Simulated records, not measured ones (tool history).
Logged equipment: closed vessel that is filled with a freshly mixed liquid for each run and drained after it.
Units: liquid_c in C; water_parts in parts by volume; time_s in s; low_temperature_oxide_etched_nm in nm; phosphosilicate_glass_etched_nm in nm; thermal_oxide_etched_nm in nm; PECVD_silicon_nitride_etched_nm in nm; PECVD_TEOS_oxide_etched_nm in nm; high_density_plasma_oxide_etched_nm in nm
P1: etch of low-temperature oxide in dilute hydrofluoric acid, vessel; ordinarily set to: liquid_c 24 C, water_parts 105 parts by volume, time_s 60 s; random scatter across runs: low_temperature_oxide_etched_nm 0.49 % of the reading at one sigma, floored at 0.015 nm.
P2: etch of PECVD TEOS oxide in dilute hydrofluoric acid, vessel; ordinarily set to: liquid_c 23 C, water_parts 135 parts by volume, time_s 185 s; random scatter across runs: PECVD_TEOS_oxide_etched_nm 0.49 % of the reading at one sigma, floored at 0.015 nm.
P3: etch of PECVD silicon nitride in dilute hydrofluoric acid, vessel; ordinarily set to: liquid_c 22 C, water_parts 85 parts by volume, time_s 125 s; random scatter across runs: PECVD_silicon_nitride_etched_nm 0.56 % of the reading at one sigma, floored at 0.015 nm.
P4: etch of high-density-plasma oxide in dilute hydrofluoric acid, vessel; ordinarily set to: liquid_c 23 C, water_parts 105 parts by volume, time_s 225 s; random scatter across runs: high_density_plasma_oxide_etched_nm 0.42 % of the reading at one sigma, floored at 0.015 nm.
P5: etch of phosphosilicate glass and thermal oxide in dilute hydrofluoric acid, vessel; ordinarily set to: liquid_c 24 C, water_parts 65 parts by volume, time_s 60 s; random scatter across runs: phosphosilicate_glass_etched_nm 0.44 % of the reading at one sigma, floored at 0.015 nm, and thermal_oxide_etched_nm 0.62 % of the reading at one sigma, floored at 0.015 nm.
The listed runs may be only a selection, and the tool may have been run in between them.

| run | hour | process | liquid_c | water_parts | time_s | hours since the thermometer was replaced | hours since the hydrofluoric acid flow meter was replaced | low_temperature_oxide_etched_nm | phosphosilicate_glass_etched_nm | thermal_oxide_etched_nm | PECVD_silicon_nitride_etched_nm | PECVD_TEOS_oxide_etched_nm | high_density_plasma_oxide_etched_nm |
|---|---|---|---|---|---|---|---|---|---|---|---|---|---|
| 1 | 11.7 | P1 | 24 | 105 | 60 | 620.3 | 1051.9 | 17.231 |  |  |  |  |  |
| 2 | 20.5 | P5 | 29 | 65 | 60 | 629.1 | 1060.7 |  | 232.03 | 5.5622 |  |  |  |
| 3 | 36.6 | P3 | 22 | 85 | 225 | 645.2 | 1076.8 |  |  |  | 7.3642 |  |  |
| 4 | 50.6 | P3 | 22 | 40 | 125 | 659.2 | 1090.8 |  |  |  | 8.4881 |  |  |
| 5 | 65.6 | P2 | 23 | 40 | 185 | 674.2 | 1105.8 |  |  |  |  | 41.486 |  |
| 6 | 77.5 | P1 | 24 | 105 | 100 | 686.1 | 1117.7 | 28.82 |  |  |  |  |  |
| 7 | 86.6 | P1 | 24 | 105 | 60 | 695.2 | 1126.8 | 17.177 |  |  |  |  |  |
| 8 | 101.5 | P5 | 24 | 95 | 60 | 710.1 | 1141.7 |  | 125.24 | 3.0203 |  |  |  |
| 9 | 118.8 | P1 | 24 | 105 | 60 | 727.4 | 1159 | 17.084 |  |  |  |  |  |
| 10 | 127.9 | P1 | 24 | 105 | 60 | 736.5 | 1168.1 | 17.27 |  |  |  |  |  |
| 11 | 144.5 | P2 | 17 | 135 | 185 | 753.1 | 1184.7 |  |  |  |  | 8.6198 |  |
| 12 | 154.6 | P4 | 23 | 50 | 225 | 763.2 | 1194.8 |  |  |  |  |  | 31.129 |
| 13 | 168.2 | P3 | 22 | 85 | 125 | 776.8 | 1208.4 |  |  |  | 4.1037 |  |  |
| 14 | 183 | P2 | 23 | 135 | 185 | 791.6 | 1223.2 |  |  |  |  | 11.013 |  |
| 15 | 200 | P1 | 24 | 105 | 60 | 808.6 | 1240.2 | 17.211 |  |  |  |  |  |
| 16 | 210.6 | P5 | 24 | 65 | 100 | 819.2 | 1250.8 |  | 314.98 | 7.6762 |  |  |  |
| 17 | 219.1 | P1 | 31 | 105 | 60 | 827.7 | 1259.3 | 22.461 |  |  |  |  |  |
| 18 | 229.6 | P1 | 24 | 105 | 60 | 838.2 | 1269.8 | 17.282 |  |  |  |  |  |
| 19 | 241 | P1 | 24 | 35 | 60 | 849.6 | 1281.2 | 56.412 |  |  |  |  |  |
| 20 | 252.1 | P2 | 23 | 135 | 30 | 860.7 | 1292.3 |  |  |  |  | 1.8091 |  |
| 21 | 266.2 | P4 | 23 | 105 | 225 | 874.8 | 1306.4 |  |  |  |  |  | 13.869 |
| 22 | 276.7 | P4 | 17 | 105 | 225 | 885.3 | 1316.9 |  |  |  |  |  | 10.868 |
| 23 | 285.8 | P3 | 17.5 | 85 | 125 | 894.4 | 1326 |  |  |  | 3.0232 |  |  |
| 24 | 294.7 | P1 | 24 | 165 | 60 | 903.3 | 1334.9 | 10.284 |  |  |  |  |  |
| 25 | 304.1 | P4 | 23 | 105 | 350 | 912.7 | 1344.3 |  |  |  |  |  | 21.534 |
| 26 | 317.2 | P1 | 24 | 105 | 30 | 925.8 | 1357.4 | 8.6494 |  |  |  |  |  |
| 27 | 326.1 | P1 | 18 | 105 | 60 | 934.7 | 1366.3 | 13.582 |  |  |  |  |  |
| 28 | 339.7 | P5 | 24 | 65 | 60 | 948.3 | 1379.9 |  | 190.06 | 4.5743 |  |  |  |
| 29 | 348.1 | P3 | 22 | 85 | 125 | 956.7 | 1388.3 |  |  |  | 4.051 |  |  |
| 30 | 358.7 | P1 | 24 | 170 | 30 | 967.3 | 1398.9 | 4.9278 |  |  |  |  |  |
| 31 | 366.4 | P1 | 24 | 105 | 60 | 975 | 1406.6 | 17.274 |  |  |  |  |  |
| 32 | 375.7 | P1 | 24 | 105 | 60 | 984.3 | 1415.9 | 16.708 |  |  |  |  |  |
| 33 | 384.6 | P1 | 24 | 105 | 60 | 993.2 | 1424.8 | 16.244 |  |  |  |  |  |
| 34 | 394.5 | P1 | 24 | 105 | 60 | 1003.1 | 1434.7 | 16.145 |  |  |  |  |  |
| 35 | 402.8 | P1 | 24 | 105 | 60 | 1011.4 | 1443 | 15.924 |  |  |  |  |  |
| 36 | 415.6 | P1 | 24 | 105 | 60 | 1024.2 | 1455.8 | 15.745 |  |  |  |  |  |
| 37 | 427.5 | P1 | 24 | 105 | 60 | 1036.1 | 1467.7 | 15.902 |  |  |  |  |  |
| 38 | 444.6 | P1 | 24 | 105 | 60 | 1053.2 | 1484.8 | 15.744 |  |  |  |  |  |
| 39 | 459.9 | P1 | 24 | 105 | 60 | 1068.5 | 1500.1 | 15.579 |  |  |  |  |  |

P1 has crept away from where it was. The log is fitted equally well by each of these 2 causes, at the sizes shown:
A: liquid colder than its thermometer reads (K) = 2.4
B: hydrofluoric acid flow below the setpoint (%) = 8.09
The drift started at roughly hour 366.4.

Below are 4 check runs, each on a single wafer, with their results shown as question marks. Which of them would tell the listed causes apart, meaning the causes would give clearly different results under it?
| check 1 | 475.2 | P5 | 24 | 65 | 60 |  |  |  | ? | ? |  |  |  |
| check 2 | 475.2 | P2 | 23 | 135 | 185 |  |  |  |  |  |  | ? |  |
| check 3 | 475.2 | P4 | 23 | 105 | 225 |  |  |  |  |  |  |  | ? |
| check 4 | 475.2 | P3 | 22 | 85 | 125 |  |  |  |  |  | ? |  |  |

If the cause were each of the candidates in turn, the checks would give the following:
| check | result | if A | if B |
|---|---|---|---|
| check 1 | phosphosilicate_glass_etched_nm | 172.34 | 173.52 |
| check 1 | thermal_oxide_etched_nm | 4.1576 | 4.1862 |
| check 2 | PECVD_TEOS_oxide_etched_nm | 9.9394 | 9.9093 |
| check 3 | high_density_plasma_oxide_etched_nm | 12.585 | 12.603 |
| check 4 | PECVD_silicon_nitride_etched_nm | 3.4693 | 3.7604 |
How far apart the two closest causes lie, in the result that separates them most: check 1 0.69 %; check 2 0.3 %; check 3 0.14 %; check 4 8.06 %
Only in check 4 would the causes give clearly different results; in the remaining checks their results would be nearly the same.

Running check 4 produced the following: PECVD_silicon_nitride_etched_nm 3.7666 nm. Which one of the listed causes fits?

It was cause B: hydrofluoric acid flow below the setpoint (%).

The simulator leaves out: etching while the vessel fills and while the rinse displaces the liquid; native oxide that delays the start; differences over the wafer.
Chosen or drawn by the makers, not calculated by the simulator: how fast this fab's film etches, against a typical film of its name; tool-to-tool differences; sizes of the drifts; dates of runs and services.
